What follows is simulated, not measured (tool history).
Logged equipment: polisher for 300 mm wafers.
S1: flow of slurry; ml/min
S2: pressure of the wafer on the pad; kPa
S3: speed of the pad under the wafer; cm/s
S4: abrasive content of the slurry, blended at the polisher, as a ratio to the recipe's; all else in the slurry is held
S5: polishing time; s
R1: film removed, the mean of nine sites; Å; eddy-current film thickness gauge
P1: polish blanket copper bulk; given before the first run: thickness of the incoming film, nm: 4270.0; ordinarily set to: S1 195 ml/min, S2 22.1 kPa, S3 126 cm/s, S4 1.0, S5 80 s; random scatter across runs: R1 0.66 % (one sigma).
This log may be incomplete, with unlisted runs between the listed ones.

{"run": 1, "day": 0.167, "S1": 195, "S2": 22.1, "S3": 126, "S4": 1.0, "S5": 80, "R1": 11479.0}
{"day": 0.325, "done": "slurry blender recalibrated"}
{"run": 2, "day": 0.329, "S1": 195, "S2": 22.1, "S3": 126, "S4": 1.0, "S5": 80, "R1": 11364.0}
{"run": 3, "day": 0.521, "S1": 195, "S2": 29.6, "S3": 126, "S4": 1.5, "S5": 80, "R1": 16826.0}
{"run": 4, "day": 0.746, "S1": 195, "S2": 13.8, "S3": 126, "S4": 1.0, "S5": 80, "R1": 7108.0}
{"run": 5, "day": 0.946, "S1": 195, "S2": 22.1, "S3": 126, "S4": 1.0, "S5": 53, "R1": 7541.6}
{"run": 6, "day": 1.046, "S1": 195, "S2": 34.5, "S3": 126, "S4": 1.0, "S5": 80, "R1": 18096.0}
{"run": 7, "day": 1.158, "S1": 195, "S2": 22.1, "S3": 176, "S4": 1.0, "S5": 80, "R1": 16023.0}
{"run": 8, "day": 1.375, "S1": 195, "S2": 22.1, "S3": 126, "S4": 1.3, "S5": 80, "R1": 12155.0}
{"run": 9, "day": 1.575, "S1": 195, "S2": 22.1, "S3": 126, "S4": 1.0, "S5": 116, "R1": 16493.0}
{"run": 10, "day": 1.754, "S1": 115, "S2": 22.1, "S3": 126, "S4": 1.0, "S5": 80, "R1": 10312.0}
{"run": 11, "day": 1.971, "S1": 195, "S2": 22.1, "S3": 126, "S4": 1.0, "S5": 80, "R1": 11291.0}
{"run": 12, "day": 2.079, "S1": 195, "S2": 22.1, "S3": 126, "S4": 1.0, "S5": 80, "R1": 11464.0}
{"run": 13, "day": 2.242, "S1": 285, "S2": 22.1, "S3": 126, "S4": 1.0, "S5": 80, "R1": 11983.0}
{"run": 14, "day": 2.342, "S1": 195, "S2": 22.1, "S3": 84, "S4": 1.0, "S5": 80, "R1": 7658.9}
{"run": 15, "day": 2.567, "S1": 195, "S2": 22.1, "S3": 126, "S4": 0.5, "S5": 80, "R1": 9956.9}
{"run": 16, "day": 2.738, "S1": 195, "S2": 22.1, "S3": 126, "S4": 1.0, "S5": 80, "R1": 11506.0}
{"run": 17, "day": 2.938, "S1": 195, "S2": 22.1, "S3": 126, "S4": 1.0, "S5": 80, "R1": 11389.0}
{"run": 18, "day": 3.142, "S1": 195, "S2": 22.1, "S3": 126, "S4": 1.0, "S5": 80, "R1": 11107.0}
{"run": 19, "day": 3.308, "S1": 195, "S2": 22.1, "S3": 126, "S4": 1.0, "S5": 80, "R1": 10988.0}
{"run": 20, "day": 3.421, "S1": 195, "S2": 22.1, "S3": 126, "S4": 1.0, "S5": 80, "R1": 10992.0}
{"run": 21, "day": 3.538, "S1": 195, "S2": 22.1, "S3": 126, "S4": 1.0, "S5": 80, "R1": 10851.0}
{"day": 3.6, "done": "head pressure recalibrated"}
{"day": 3.625, "done": "worn pad replaced by a new one"}
{"run": 22, "day": 3.662, "S1": 195, "S2": 22.1, "S3": 126, "S4": 1.0, "S5": 80, "R1": 10913.0}
{"run": 23, "day": 3.767, "S1": 195, "S2": 22.1, "S3": 126, "S4": 1.0, "S5": 80, "R1": 10895.0}
{"run": 24, "day": 3.917, "S1": 195, "S2": 22.1, "S3": 126, "S4": 1.0, "S5": 80, "R1": 10879.0}
{"run": 25, "day": 4.133, "S1": 195, "S2": 22.1, "S3": 126, "S4": 1.0, "S5": 80, "R1": 10891.0}

What P1 gives has crept away from where it was. These 2 causes fit the log equally well, each at the size given:
A: abrasive missing from the slurry, % = 21.5
B: slurry flow missing at the pad, % = 27.6
Onset of the creep was near day 2.938.
Why every other cause is out:
removal rate lost through wear of the pad, %: serviced at day 3.625, which brought nothing back
head's pressure below its setpoint, %: serviced at day 3.600, which brought nothing back

Consider the 4 check runs below, whose results appear as question marks and each of which averages 3 wafers. Which one distinguishes the causes, in that each cause would give it a clearly different result?
{"run": "check 1", "day": 4.35, "S1": 260, "S2": 22.1, "S3": 126, "S4": 0.6, "S5": 80, "R1": "?"}
{"run": "check 2", "day": 4.35, "S1": 195, "S2": 33.8, "S3": 164, "S4": 1.0, "S5": 80, "R1": "?"}
{"run": "check 3", "day": 4.35, "S1": 115, "S2": 29.6, "S3": 126, "S4": 1.0, "S5": 80, "R1": "?"}
{"run": "check 4", "day": 4.35, "S1": 195, "S2": 32.4, "S3": 86, "S4": 1.0, "S5": 80, "R1": "?"}

If the cause were each of the candidates in turn, the checks would give the following:
check=check_1 result=R1 if_A=10148.0 if_B=10239.0
check=check_2 result=R1 if_A=21666.0 if_B=21668.0
check=check_3 result=R1 if_A=13321.0 if_B=12913.0
check=check_4 result=R1 if_A=10897.0 if_B=10899.0
Gap, in per cent, between the two causes that each check separates least, read from the result that separates them most: check 1 0.89 %; check 2 0.01 %; check 3 3.11 %; check 4 0.01 %
Only check 3 tells the causes apart: in the others they would give nearly the same result.

The results of check 3 are: R1 13213.0 Å. Based on these, which of the listed causes is it?

A is the cause: abrasive missing from the slurry, %.
